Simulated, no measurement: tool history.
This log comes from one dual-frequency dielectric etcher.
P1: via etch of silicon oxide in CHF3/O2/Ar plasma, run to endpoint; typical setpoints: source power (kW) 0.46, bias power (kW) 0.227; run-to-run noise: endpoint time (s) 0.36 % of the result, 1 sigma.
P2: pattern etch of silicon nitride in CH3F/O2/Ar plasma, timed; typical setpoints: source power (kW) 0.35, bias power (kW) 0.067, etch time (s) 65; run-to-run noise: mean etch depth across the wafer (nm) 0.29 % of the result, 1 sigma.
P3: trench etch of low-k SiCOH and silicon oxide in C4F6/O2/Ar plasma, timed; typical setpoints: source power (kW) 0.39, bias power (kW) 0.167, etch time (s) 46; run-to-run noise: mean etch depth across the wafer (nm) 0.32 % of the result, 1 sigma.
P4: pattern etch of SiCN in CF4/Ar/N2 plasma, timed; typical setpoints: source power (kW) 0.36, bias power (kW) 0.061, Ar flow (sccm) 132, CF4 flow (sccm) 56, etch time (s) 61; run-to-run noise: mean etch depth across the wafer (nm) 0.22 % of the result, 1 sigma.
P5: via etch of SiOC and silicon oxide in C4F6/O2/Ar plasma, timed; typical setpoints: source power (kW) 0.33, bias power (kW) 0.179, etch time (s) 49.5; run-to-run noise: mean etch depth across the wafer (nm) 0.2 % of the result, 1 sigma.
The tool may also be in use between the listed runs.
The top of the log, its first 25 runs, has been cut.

run   hour  process that ran  source power (kW)  bias power (kW)  etch time (s)  Ar flow (sccm)  CF4 flow (sccm)  hours since the last wet clean  hours since the last source power generator calibration  hours since the last bias power generator calibration  endpoint time (s)  mean etch depth across the wafer (nm)
 26  330.6                P2               0.35            0.067             65                                                            412.5                                                   1394.9                                                 2516.4                                                    42.226
 27    343                P4               0.36            0.061             61             132               56                           424.9                                                   1407.3                                                 2528.8                                                    37.018
 28    357                P3               0.39            0.167             32                                                            438.9                                                   1421.3                                                 2542.8                                                    96.622
 29  371.3                P4               0.36            0.061             61             132               67                           453.2                                                   1435.6                                                 2557.1                                                    38.026
 30    379                P5               0.33            0.179             27                                                            460.9                                                   1443.3                                                 2564.8                                                    28.725
 31  393.1                P4               0.36            0.061             61              95               56                             475                                                   1457.4                                                 2578.9                                                    38.934
 32  403.2                P4               0.27            0.061             61             132               56                           485.1                                                   1467.5                                                   2589                                                    28.753
 33    414                P1               0.46            0.305                                                                           495.9                                                   1478.3                                                 2599.8             375.78
 34  425.8                P1               0.46            0.227                                                                           507.7                                                   1490.1                                                 2611.6             418.36
 35  433.1                P1               0.46            0.227                                                                             515                                                   1497.4                                                 2618.9             420.24
 36  440.9                P1               0.46            0.227                                                                           522.8                                                   1505.2                                                 2626.7             423.57
 37  452.7                P1               0.46            0.227                                                                           534.6                                                     1517                                                 2638.5              422.2
 38  466.6                P1               0.46            0.227                                                                           548.5                                                   1530.9                                                 2652.4             426.02

Run 39 comes next. What will it give?
 39  474.4                P1               0.46            0.227                                                                           556.3                                                   1538.7                                                 2660.2                  ?

endpoint time (s): 424
